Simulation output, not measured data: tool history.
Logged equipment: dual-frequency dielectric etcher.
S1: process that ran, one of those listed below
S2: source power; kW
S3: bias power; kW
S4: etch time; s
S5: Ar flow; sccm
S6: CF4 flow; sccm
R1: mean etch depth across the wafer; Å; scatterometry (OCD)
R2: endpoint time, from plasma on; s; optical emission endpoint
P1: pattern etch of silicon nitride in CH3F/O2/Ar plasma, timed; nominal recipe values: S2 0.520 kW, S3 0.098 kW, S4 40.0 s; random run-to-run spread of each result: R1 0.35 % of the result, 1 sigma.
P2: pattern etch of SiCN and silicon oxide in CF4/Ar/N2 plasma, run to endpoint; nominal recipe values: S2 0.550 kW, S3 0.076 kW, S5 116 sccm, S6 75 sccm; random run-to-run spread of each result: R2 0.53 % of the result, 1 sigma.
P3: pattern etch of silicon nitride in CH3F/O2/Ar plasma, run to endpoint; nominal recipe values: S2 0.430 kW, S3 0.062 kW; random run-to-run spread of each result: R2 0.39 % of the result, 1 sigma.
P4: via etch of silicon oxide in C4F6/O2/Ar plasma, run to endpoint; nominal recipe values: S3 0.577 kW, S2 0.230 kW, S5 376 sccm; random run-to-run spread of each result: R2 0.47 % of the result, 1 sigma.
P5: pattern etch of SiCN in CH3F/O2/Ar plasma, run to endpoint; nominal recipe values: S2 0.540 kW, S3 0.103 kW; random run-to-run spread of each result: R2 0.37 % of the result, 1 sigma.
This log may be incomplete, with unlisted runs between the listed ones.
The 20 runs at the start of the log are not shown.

run	day	S1	S2	S3	S4	S5	S6	R1	R2
21	3.900	P1	0.520	0.098	53.0			461.96	
22	4.138	P4	0.230	0.577		292			32.556
23	4.362	P1	0.520	0.135	40.0			393.94	
24	4.554	P2	0.550	0.076		116	56		15.328
25	4.700	P1	0.520	0.079	40.0			322.82	
26	4.825	P1	0.520	0.098	40.0			350.50	
27	4.971	P1	0.520	0.098	40.0			348.57	
28	5.075	P1	0.520	0.098	40.0			349.18	
29	5.292	P1	0.520	0.098	40.0			346.75	
30	5.525	P1	0.520	0.098	40.0			345.76	
31	5.700	P1	0.520	0.098	40.0			346.22	
32	5.808	P1	0.520	0.098	40.0			344.17	
# day 5.971: wet clean of the chamber
33	6.008	P1	0.520	0.098	40.0			346.56	
34	6.112	P1	0.520	0.098	40.0			342.79	
35	6.292	P1	0.520	0.098	40.0			344.70	
36	6.496	P1	0.520	0.098	40.0			342.26	

What does the tool deliver on the next run?
37	6.675	P1	0.520	0.098	40.0			?	

{"run 37": {"R1": 341.69}}
